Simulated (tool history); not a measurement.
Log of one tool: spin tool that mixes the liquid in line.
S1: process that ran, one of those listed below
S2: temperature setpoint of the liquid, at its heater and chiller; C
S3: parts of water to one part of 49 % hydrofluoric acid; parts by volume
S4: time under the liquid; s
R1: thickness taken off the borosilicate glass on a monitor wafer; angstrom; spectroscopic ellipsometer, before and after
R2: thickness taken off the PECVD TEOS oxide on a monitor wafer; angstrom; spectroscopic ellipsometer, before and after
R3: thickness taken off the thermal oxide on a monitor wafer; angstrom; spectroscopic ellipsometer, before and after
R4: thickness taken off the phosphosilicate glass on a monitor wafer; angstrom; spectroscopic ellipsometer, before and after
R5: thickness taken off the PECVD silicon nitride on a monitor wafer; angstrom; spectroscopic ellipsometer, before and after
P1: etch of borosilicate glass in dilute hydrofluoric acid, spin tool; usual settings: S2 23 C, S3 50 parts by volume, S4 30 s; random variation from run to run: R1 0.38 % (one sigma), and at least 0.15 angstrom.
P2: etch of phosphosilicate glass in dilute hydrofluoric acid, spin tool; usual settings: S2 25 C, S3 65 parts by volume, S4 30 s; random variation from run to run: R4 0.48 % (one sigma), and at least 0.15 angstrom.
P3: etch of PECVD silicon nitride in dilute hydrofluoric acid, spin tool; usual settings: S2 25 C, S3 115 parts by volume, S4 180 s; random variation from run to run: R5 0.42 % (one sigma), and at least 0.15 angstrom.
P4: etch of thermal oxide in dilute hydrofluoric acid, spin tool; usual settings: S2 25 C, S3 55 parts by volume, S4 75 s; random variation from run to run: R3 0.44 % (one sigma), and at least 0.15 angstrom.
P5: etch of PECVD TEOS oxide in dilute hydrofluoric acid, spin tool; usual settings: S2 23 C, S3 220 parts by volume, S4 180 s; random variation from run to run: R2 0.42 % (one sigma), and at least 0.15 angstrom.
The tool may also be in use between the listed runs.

Run 1, hour 2.5: S1 P1, S2 23 C, S3 50 parts by volume, S4 30 s. Result: R1 145.66 angstrom.
Run 2, hour 5.9: S1 P1, S2 28 C, S3 50 parts by volume, S4 60 s. Result: R1 358.32 angstrom.
Run 3, hour 8.1: S1 P5, S2 17 C, S3 220 parts by volume, S4 180 s. Result: R2 89.378 angstrom.
Run 4, hour 11.1: S1 P4, S2 25 C, S3 55 parts by volume, S4 25 s. Result: R3 23.041 angstrom.
Run 5, hour 14.9: S1 P1, S2 23 C, S3 50 parts by volume, S4 55 s. Result: R1 266.14 angstrom.
Run 6, hour 18.3: S1 P2, S2 31.5 C, S3 65 parts by volume, S4 30 s. Result: R4 669.18 angstrom.
Run 7, hour 20.5: S1 P1, S2 28 C, S3 50 parts by volume, S4 30 s. Result: R1 179.93 angstrom.
Run 8, hour 22.7: S1 P1, S2 23 C, S3 50 parts by volume, S4 30 s. Result: R1 146.17 angstrom.
Run 9, hour 26.4: S1 P1, S2 23 C, S3 85 parts by volume, S4 30 s. Result: R1 82.591 angstrom.
Run 10, hour 28.3: S1 P5, S2 23 C, S3 220 parts by volume, S4 180 s. Result: R2 112.16 angstrom.
Run 11, hour 31.9: S1 P1, S2 23 C, S3 50 parts by volume, S4 30 s. Result: R1 145.87 angstrom.
Run 12, hour 34.7: S1 P5, S2 23 C, S3 220 parts by volume, S4 300 s. Result: R2 187.12 angstrom.
Run 13, hour 39.1: S1 P2, S2 25 C, S3 110 parts by volume, S4 30 s. Result: R4 287.61 angstrom.
Run 14, hour 42.5: S1 P1, S2 23 C, S3 50 parts by volume, S4 30 s. Result: R1 145.89 angstrom.
Run 15, hour 46.6: S1 P1, S2 17 C, S3 50 parts by volume, S4 30 s. Result: R1 114.02 angstrom.
Run 16, hour 50: S1 P3, S2 25 C, S3 115 parts by volume, S4 15 s. Result: R5 7.6911 angstrom.
Run 17, hour 52.3: S1 P4, S2 25 C, S3 20 parts by volume, S4 75 s. Result: R3 200.99 angstrom.
Run 18, hour 54.4: S1 P4, S2 20 C, S3 55 parts by volume, S4 75 s. Result: R3 56.767 angstrom.
Run 19, hour 56.7: S1 P3, S2 25 C, S3 115 parts by volume, S4 180 s. Result: R5 90.759 angstrom.
At hour 56.9: hydrofluoric acid flow meter replaced.
Run 20, hour 59.1: S1 P5, S2 23 C, S3 345 parts by volume, S4 180 s. Result: R2 63.52 angstrom.
Run 21, hour 63.1: S1 P3, S2 32.5 C, S3 115 parts by volume, S4 180 s. Result: R5 145.61 angstrom.
Run 22, hour 67.3: S1 P4, S2 25 C, S3 55 parts by volume, S4 75 s. Result: R3 69.925 angstrom.

Run 23 comes next. What will it give?
Run 23, hour 71.2: S1 P1, S2 23 C, S3 50 parts by volume, S4 15 s. Result: R1 ?.

Run 23 gave R1 72.888 angstrom.
